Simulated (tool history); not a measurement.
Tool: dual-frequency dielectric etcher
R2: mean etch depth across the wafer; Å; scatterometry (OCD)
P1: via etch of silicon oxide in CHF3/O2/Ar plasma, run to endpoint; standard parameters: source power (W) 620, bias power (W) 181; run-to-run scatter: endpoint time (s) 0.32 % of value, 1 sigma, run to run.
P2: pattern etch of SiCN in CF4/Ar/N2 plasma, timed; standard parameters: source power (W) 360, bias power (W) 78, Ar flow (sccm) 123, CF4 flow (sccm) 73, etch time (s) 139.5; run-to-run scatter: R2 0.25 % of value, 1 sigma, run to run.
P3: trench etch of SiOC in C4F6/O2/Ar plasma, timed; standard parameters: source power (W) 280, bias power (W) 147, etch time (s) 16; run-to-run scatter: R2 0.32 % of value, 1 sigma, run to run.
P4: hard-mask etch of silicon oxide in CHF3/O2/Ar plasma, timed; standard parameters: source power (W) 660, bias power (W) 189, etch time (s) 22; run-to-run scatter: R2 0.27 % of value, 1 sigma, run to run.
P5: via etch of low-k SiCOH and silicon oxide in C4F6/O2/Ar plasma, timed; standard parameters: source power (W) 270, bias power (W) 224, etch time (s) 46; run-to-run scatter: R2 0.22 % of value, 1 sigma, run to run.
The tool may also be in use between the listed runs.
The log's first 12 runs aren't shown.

run 13 hour=71.8 | process_that_ran=P4 source_power_(W)=660 bias_power_(W)=189 etch_time_(s)=28.5 | R2=606.38
run 14 hour=78.6 | process_that_ran=P1 source_power_(W)=490 bias_power_(W)=118 | endpoint_time_(s)=464.86
run 15 hour=84.9 | process_that_ran=P2 source_power_(W)=360 bias_power_(W)=78 Ar_flow_(sccm)=123 CF4_flow_(sccm)=73 etch_time_(s)=139.5 | R2=994.83
run 16 hour=90.6 | process_that_ran=P1 source_power_(W)=620 bias_power_(W)=181 | endpoint_time_(s)=366.2
run 17 hour=97 | process_that_ran=P2 source_power_(W)=360 bias_power_(W)=78 Ar_flow_(sccm)=123 CF4_flow_(sccm)=73 etch_time_(s)=89.5 | R2=638.54
run 18 hour=100.3 | process_that_ran=P4 source_power_(W)=450 bias_power_(W)=189 etch_time_(s)=22 | R2=407.43
run 19 hour=106.7 | process_that_ran=P2 source_power_(W)=360 bias_power_(W)=78 Ar_flow_(sccm)=166 CF4_flow_(sccm)=73 etch_time_(s)=139.5 | R2=949.44
run 20 hour=112.4 | process_that_ran=P1 source_power_(W)=620 bias_power_(W)=240 | endpoint_time_(s)=334.25
run 21 hour=119.3 | process_that_ran=P5 source_power_(W)=270 bias_power_(W)=317 etch_time_(s)=46 | R2=1282.2
run 22 hour=125.9 | process_that_ran=P4 source_power_(W)=660 bias_power_(W)=189 etch_time_(s)=22 | R2=473.01
run 23 hour=131 | process_that_ran=P3 source_power_(W)=280 bias_power_(W)=147 etch_time_(s)=16 | R2=274.56
run 24 hour=137.2 | process_that_ran=P3 source_power_(W)=280 bias_power_(W)=147 etch_time_(s)=11 | R2=189.09
run 25 hour=140.7 | process_that_ran=P2 source_power_(W)=360 bias_power_(W)=47 Ar_flow_(sccm)=123 CF4_flow_(sccm)=73 etch_time_(s)=139.5 | R2=834.29
run 26 hour=146 | process_that_ran=P5 source_power_(W)=370 bias_power_(W)=224 etch_time_(s)=46 | R2=1274.7
run 27 hour=149.9 | process_that_ran=P1 source_power_(W)=620 bias_power_(W)=181 | endpoint_time_(s)=366.69
run 28 hour=153.2 | process_that_ran=P4 source_power_(W)=660 bias_power_(W)=189 etch_time_(s)=22 | R2=471.41
run 29 hour=158.6 | process_that_ran=P1 source_power_(W)=620 bias_power_(W)=181 | endpoint_time_(s)=366.86

Run 30 comes next. What will it give?
run 30 hour=162.9 | process_that_ran=P1 source_power_(W)=820 bias_power_(W)=181 | endpoint_time_(s)=?

{"run 30": {"endpoint time (s)": 330.1}}
